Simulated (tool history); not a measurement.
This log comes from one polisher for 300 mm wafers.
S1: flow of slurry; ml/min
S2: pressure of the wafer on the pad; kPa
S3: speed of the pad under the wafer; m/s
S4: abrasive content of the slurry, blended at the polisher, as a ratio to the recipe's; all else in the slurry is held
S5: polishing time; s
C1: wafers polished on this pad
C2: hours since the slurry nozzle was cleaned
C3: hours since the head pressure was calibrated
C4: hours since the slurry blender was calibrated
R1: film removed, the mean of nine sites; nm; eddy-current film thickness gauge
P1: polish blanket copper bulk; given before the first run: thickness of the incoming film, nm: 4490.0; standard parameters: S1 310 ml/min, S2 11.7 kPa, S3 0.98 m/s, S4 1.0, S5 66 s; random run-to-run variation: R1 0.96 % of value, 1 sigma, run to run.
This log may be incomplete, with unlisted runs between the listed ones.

{"run": 1, "hour": 10.6, "S1": 310, "S2": 11.7, "S3": 0.98, "S4": 1.0, "S5": 66, "C1": 593, "C2": 190.1, "C3": 341.9, "C4": 152.1, "R1": 353.46}
{"run": 2, "hour": 21.8, "S1": 310, "S2": 11.7, "S3": 0.98, "S4": 0.6, "S5": 66, "C1": 733, "C2": 201.3, "C3": 353.1, "C4": 163.3, "R1": 313.17}
{"run": 3, "hour": 32.9, "S1": 310, "S2": 11.7, "S3": 0.98, "S4": 1.0, "S5": 45, "C1": 872, "C2": 212.4, "C3": 364.2, "C4": 174.4, "R1": 238.25}
{"run": 4, "hour": 45.0, "S1": 205, "S2": 11.7, "S3": 0.98, "S4": 1.0, "S5": 86, "C1": 1023, "C2": 224.5, "C3": 376.3, "C4": 186.5, "R1": 440.63}
{"run": 5, "hour": 53.9, "S1": 185, "S2": 6.2, "S3": 0.98, "S4": 1.0, "S5": 66, "C1": 1135, "C2": 233.4, "C3": 385.2, "C4": 195.4, "R1": 175.45}
{"run": 6, "hour": 64.7, "S1": 310, "S2": 18.6, "S3": 0.98, "S4": 1.0, "S5": 66, "C1": 1270, "C2": 244.2, "C3": 396.0, "C4": 206.2, "R1": 561.69}
{"run": 7, "hour": 76.0, "S1": 310, "S2": 11.7, "S3": 0.58, "S4": 1.0, "S5": 66, "C1": 1411, "C2": 255.5, "C3": 407.3, "C4": 217.5, "R1": 209.25}
{"run": 8, "hour": 83.7, "S1": 310, "S2": 11.7, "S3": 0.98, "S4": 1.0, "S5": 66, "C1": 1508, "C2": 263.2, "C3": 415.0, "C4": 225.2, "R1": 350.42}
{"run": 9, "hour": 90.3, "S1": 310, "S2": 11.7, "S3": 0.98, "S4": 1.0, "S5": 101, "C1": 1590, "C2": 269.8, "C3": 421.6, "C4": 231.8, "R1": 525.96}
{"run": 10, "hour": 99.0, "S1": 185, "S2": 11.7, "S3": 0.98, "S4": 1.0, "S5": 66, "C1": 1699, "C2": 278.5, "C3": 430.3, "C4": 240.5, "R1": 330.03}
{"run": 11, "hour": 107.6, "S1": 310, "S2": 11.7, "S3": 0.98, "S4": 1.5, "S5": 66, "C1": 1807, "C2": 287.1, "C3": 438.9, "C4": 249.1, "R1": 394.08}
{"run": 12, "hour": 113.8, "S1": 310, "S2": 11.7, "S3": 0.98, "S4": 1.0, "S5": 66, "C1": 1884, "C2": 293.3, "C3": 445.1, "C4": 255.3, "R1": 348.08}
{"run": 13, "hour": 125.3, "S1": 310, "S2": 11.7, "S3": 1.5, "S4": 1.0, "S5": 66, "C1": 2028, "C2": 304.8, "C3": 456.6, "C4": 266.8, "R1": 537.94}
{"run": 14, "hour": 135.8, "S1": 310, "S2": 14.5, "S3": 0.98, "S4": 1.0, "S5": 33, "C1": 2160, "C2": 315.3, "C3": 467.1, "C4": 277.3, "R1": 215.76}
{"run": 15, "hour": 145.8, "S1": 310, "S2": 6.9, "S3": 0.98, "S4": 1.0, "S5": 66, "C1": 2285, "C2": 325.3, "C3": 477.1, "C4": 287.3, "R1": 204.29}
{"run": 16, "hour": 158.3, "S1": 310, "S2": 11.7, "S3": 0.98, "S4": 1.0, "S5": 66, "C1": 2441, "C2": 337.8, "C3": 489.6, "C4": 299.8, "R1": 347.08}
{"run": 17, "hour": 166.9, "S1": 440, "S2": 11.7, "S3": 0.98, "S4": 1.0, "S5": 66, "C1": 2549, "C2": 346.4, "C3": 498.2, "C4": 308.4, "R1": 354.73}
{"run": 18, "hour": 173.3, "S1": 310, "S2": 11.7, "S3": 0.98, "S4": 1.0, "S5": 66, "C1": 2629, "C2": 352.8, "C3": 504.6, "C4": 314.8, "R1": 354.76}
{"run": 19, "hour": 186.2, "S1": 310, "S2": 11.7, "S3": 0.98, "S4": 1.0, "S5": 66, "C1": 2791, "C2": 365.7, "C3": 517.5, "C4": 327.7, "R1": 356.59}
{"run": 20, "hour": 198.1, "S1": 310, "S2": 11.7, "S3": 0.98, "S4": 1.0, "S5": 66, "C1": 2940, "C2": 377.6, "C3": 529.4, "C4": 339.6, "R1": 356.05}
{"run": 21, "hour": 205.9, "S1": 310, "S2": 11.7, "S3": 0.98, "S4": 1.0, "S5": 66, "C1": 3037, "C2": 385.4, "C3": 537.2, "C4": 347.4, "R1": 349.71}
{"run": 22, "hour": 214.8, "S1": 310, "S2": 11.7, "S3": 0.98, "S4": 1.0, "S5": 66, "C1": 3149, "C2": 394.3, "C3": 546.1, "C4": 356.3, "R1": 339.09}
{"run": 23, "hour": 224.3, "S1": 310, "S2": 11.7, "S3": 0.98, "S4": 1.0, "S5": 66, "C1": 3268, "C2": 403.8, "C3": 555.6, "C4": 365.8, "R1": 338.75}
{"hour": 232.7, "done": "worn pad replaced by a new one"}
{"run": 24, "hour": 235.4, "S1": 310, "S2": 11.7, "S3": 0.98, "S4": 1.0, "S5": 66, "C1": 34, "C2": 414.9, "C3": 566.7, "C4": 376.9, "R1": 334.77}
{"run": 25, "hour": 247.4, "S1": 310, "S2": 11.7, "S3": 0.98, "S4": 1.0, "S5": 66, "C1": 184, "C2": 426.9, "C3": 578.7, "C4": 388.9, "R1": 335.86}
{"hour": 252.4, "done": "slurry blender recalibrated"}
{"run": 26, "hour": 260.3, "S1": 310, "S2": 11.7, "S3": 0.98, "S4": 1.0, "S5": 66, "C1": 346, "C2": 439.8, "C3": 591.6, "C4": 8.0, "R1": 334.34}
{"run": 27, "hour": 270.7, "S1": 310, "S2": 11.7, "S3": 0.98, "S4": 1.0, "S5": 66, "C1": 476, "C2": 450.2, "C3": 602.0, "C4": 18.4, "R1": 338.56}

What P1 gives has crept off from where it sat before. The 2 causes that follow fit the log equally well, each at the size noted:
A: head's pressure below its setpoint, % = 4.91
B: slurry flow missing at the pad, % = 37
Onset of the creep was near hour 198.1.
Every other cause this tool's parts could produce, and why it does not fit the log:
removal rate lost through wear of the pad, %: serviced at hour 232.7, which brought nothing back
abrasive missing from the slurry, %: serviced at hour 252.4, which brought nothing back

You are offered 4 check runs, listed below with question marks in place of their results; each one averages 5 wafers. Which run separates the listed causes by giving clearly different results for each?
{"run": "check 1", "hour": 281.1, "S1": 310, "S2": 17.9, "S3": 0.98, "S4": 1.0, "S5": 52, "R1": "?"}
{"run": "check 2", "hour": 281.1, "S1": 310, "S2": 11.7, "S3": 0.98, "S4": 1.45, "S5": 50, "R1": "?"}
{"run": "check 3", "hour": 281.1, "S1": 185, "S2": 11.7, "S3": 0.98, "S4": 1.0, "S5": 100, "R1": "?"}
{"run": "check 4", "hour": 281.1, "S1": 310, "S2": 11.7, "S3": 1.44, "S4": 0.6, "S5": 66, "R1": "?"}

Predicted outcomes, by check and by cause:
check=check_1 result=R1 if_A=403.60 if_B=403.61
check=check_2 result=R1 if_A=275.25 if_B=275.26
check=check_3 result=R1 if_A=478.98 if_B=464.25
check=check_4 result=R1 if_A=442.62 if_B=442.63
Gap, in per cent, between the two causes that each check separates least, read from the result that separates them most: check 1 0 %; check 2 0 %; check 3 3.12 %; check 4 0 %
Check 3 distinguishes between the causes, while the remaining checks would return nearly the same result for all of them.

Check 3 has now been run. It gave: R1 482.61 nm. Which of the candidate causes is it?

It is A: head's pressure below its setpoint, %.
